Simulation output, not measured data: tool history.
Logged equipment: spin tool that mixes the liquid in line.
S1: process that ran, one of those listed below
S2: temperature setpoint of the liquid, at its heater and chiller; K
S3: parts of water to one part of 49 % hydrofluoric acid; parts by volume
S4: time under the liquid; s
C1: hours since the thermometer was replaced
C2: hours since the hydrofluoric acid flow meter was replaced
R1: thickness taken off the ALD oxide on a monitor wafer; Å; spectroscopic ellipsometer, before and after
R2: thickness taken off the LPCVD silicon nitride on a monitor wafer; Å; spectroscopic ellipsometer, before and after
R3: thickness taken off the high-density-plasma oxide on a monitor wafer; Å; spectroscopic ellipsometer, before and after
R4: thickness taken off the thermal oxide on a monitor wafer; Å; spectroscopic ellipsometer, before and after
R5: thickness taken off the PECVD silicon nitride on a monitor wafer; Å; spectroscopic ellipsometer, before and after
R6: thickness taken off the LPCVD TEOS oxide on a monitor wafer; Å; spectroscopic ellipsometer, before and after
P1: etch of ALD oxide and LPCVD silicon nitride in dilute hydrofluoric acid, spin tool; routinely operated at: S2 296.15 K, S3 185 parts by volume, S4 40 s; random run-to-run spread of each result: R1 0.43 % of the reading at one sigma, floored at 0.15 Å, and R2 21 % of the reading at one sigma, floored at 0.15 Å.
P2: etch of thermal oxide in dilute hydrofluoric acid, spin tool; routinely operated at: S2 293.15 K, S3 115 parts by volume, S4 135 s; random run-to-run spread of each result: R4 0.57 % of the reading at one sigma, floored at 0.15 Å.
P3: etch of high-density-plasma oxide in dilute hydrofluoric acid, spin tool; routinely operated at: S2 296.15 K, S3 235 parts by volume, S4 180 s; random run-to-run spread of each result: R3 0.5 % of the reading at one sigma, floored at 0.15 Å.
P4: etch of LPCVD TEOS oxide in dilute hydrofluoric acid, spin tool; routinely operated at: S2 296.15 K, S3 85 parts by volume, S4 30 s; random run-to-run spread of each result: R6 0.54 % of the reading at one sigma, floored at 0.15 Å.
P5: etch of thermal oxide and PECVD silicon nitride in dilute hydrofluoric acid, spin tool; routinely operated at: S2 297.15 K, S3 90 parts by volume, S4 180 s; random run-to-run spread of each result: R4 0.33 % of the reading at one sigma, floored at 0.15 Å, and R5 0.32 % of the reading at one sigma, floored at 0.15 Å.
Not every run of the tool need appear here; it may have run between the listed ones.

run	hour	S1	S2	S3	S4	C1	C2	R1	R2	R3	R4	R5	R6
1	6.8	P1	296.15	185	40	2075	789	62.998	1.2069				
2	14.1	P3	300.65	235	180	2082.3	796.3			60.278			
3	24.4	P5	290.15	90	180	2092.6	806.6				71.799	62.696	
4	34.6	P4	300.65	85	30	2102.8	816.8						165.48
5	43.4	P4	296.15	45	30	2111.6	825.6						273.56
6	49.8	P1	296.15	60	40	2118	832	224.2	3.4693				
7	55.6	P1	296.15	185	40	2123.8	837.8	62.378	1.159				
8	62.1	P1	302.15	290	40	2130.3	844.3	44.301	0.81681				
9	71.8	P2	293.15	115	45	2140	854				16.213		
10	76.8	P2	293.15	115	135	2145	859				47.274		
11	87.3	P4	296.15	85	30	2155.5	869.5						139.69
12	92.3	P1	292.15	185	40	2160.5	874.5	53.771	0.63978				
13	97.4	P1	296.15	185	65	2165.6	879.6	102.11	2.1833				
14	106.1	P5	297.15	90	180	2174.3	888.3				95.126	100.92	
15	112.6	P4	296.15	85	55	2180.8	894.8						254.87
16	121	P3	296.15	235	180	2189.2	903.2			50.844			
17	131.4	P2	290.15	115	135	2199.6	913.6				42.327		
18	141.9	P4	296.15	85	30	2210.1	924.1						137.35
# hour 143.9: hydrofluoric acid flow meter replaced
19	147.4	P2	293.15	25	135	2215.6	3.5				244.47		
20	154.8	P1	296.15	185	40	2223	10.9	63.045	0.95233				
21	160.8	P1	296.15	265	40	2229	16.9	40.504	0.56038				
22	171.2	P1	296.15	185	40	2239.4	27.3	63.101	0.96149				
23	177.3	P5	297.15	40	180	2245.5	33.4				228.32	223.85	
24	183.8	P3	296.15	360	180	2252	39.9			29.303			
25	188.8	P1	296.15	185	40	2257	44.9	62.614	1.3172				
26	198.5	P1	296.15	185	20	2266.7	54.6	31.344	0.67192				
27	203.7	P1	303.15	185	40	2271.9	59.8	80.617	1.8239				
28	210.8	P1	296.15	185	40	2279	66.9	62.556	1.2432				
29	216.6	P3	296.15	235	340	2284.8	72.7			96.536			
30	226.5	P5	297.15	90	300	2294.7	82.6				158.3	167.57	
31	231.9	P1	296.15	185	40	2300.1	88	62.534	1.1035				
32	241.6	P1	296.15	185	40	2309.8	97.7	59.73	0.80423				
33	248.3	P1	296.15	185	40	2316.5	104.4	59.453	0.77754				
34	253.6	P1	296.15	185	40	2321.8	109.7	58.879	0.7886				
35	259	P1	296.15	185	40	2327.2	115.1	58.502	0.67188				
36	266.6	P1	296.15	185	40	2334.8	122.7	57.836	1.1057				
37	275	P1	296.15	185	40	2343.2	131.1	58.15	0.99422				

Compared with where it was, what P1 gives has crept away. Each cause listed below fits the log as well as the rest, at the size given for it:
A: hydrofluoric acid flow below the setpoint (%) = 6.07
B: liquid colder than its thermometer reads (K) = 1.98
The drift started at roughly hour 231.9.

Of the 4 check runs listed below, each run on one wafer and each result written as a question mark, which would let you distinguish the listed causes because they would give clearly different results?
check 1	283.4	P2	293.15	115	135						?		
check 2	283.4	P5	297.15	90	180						?	?	
check 3	283.4	P4	296.15	85	30								?
check 4	283.4	P3	296.15	235	180					?			

Expected result of each check under each candidate cause:
check	result	if A	if B
check 1	R4	44.486	44.017
check 2	R4	89.01	88.139
check 2	R5	94.704	88.276
check 3	R6	128.95	127.49
check 4	R3	47.191	47.412
Distance between the nearest two causes, measured in the result of the check that separates them most: check 1 1.06 %; check 2 7.03 %; check 3 1.14 %; check 4 0.47 %
Check 2 is the one run that separates the causes; every other check would come out nearly the same whichever cause is at work.

Here is what check 2 returned: R4 88.038 Å; R5 88.219 Å. Which cause is it?

B is the cause: liquid colder than its thermometer reads (K).
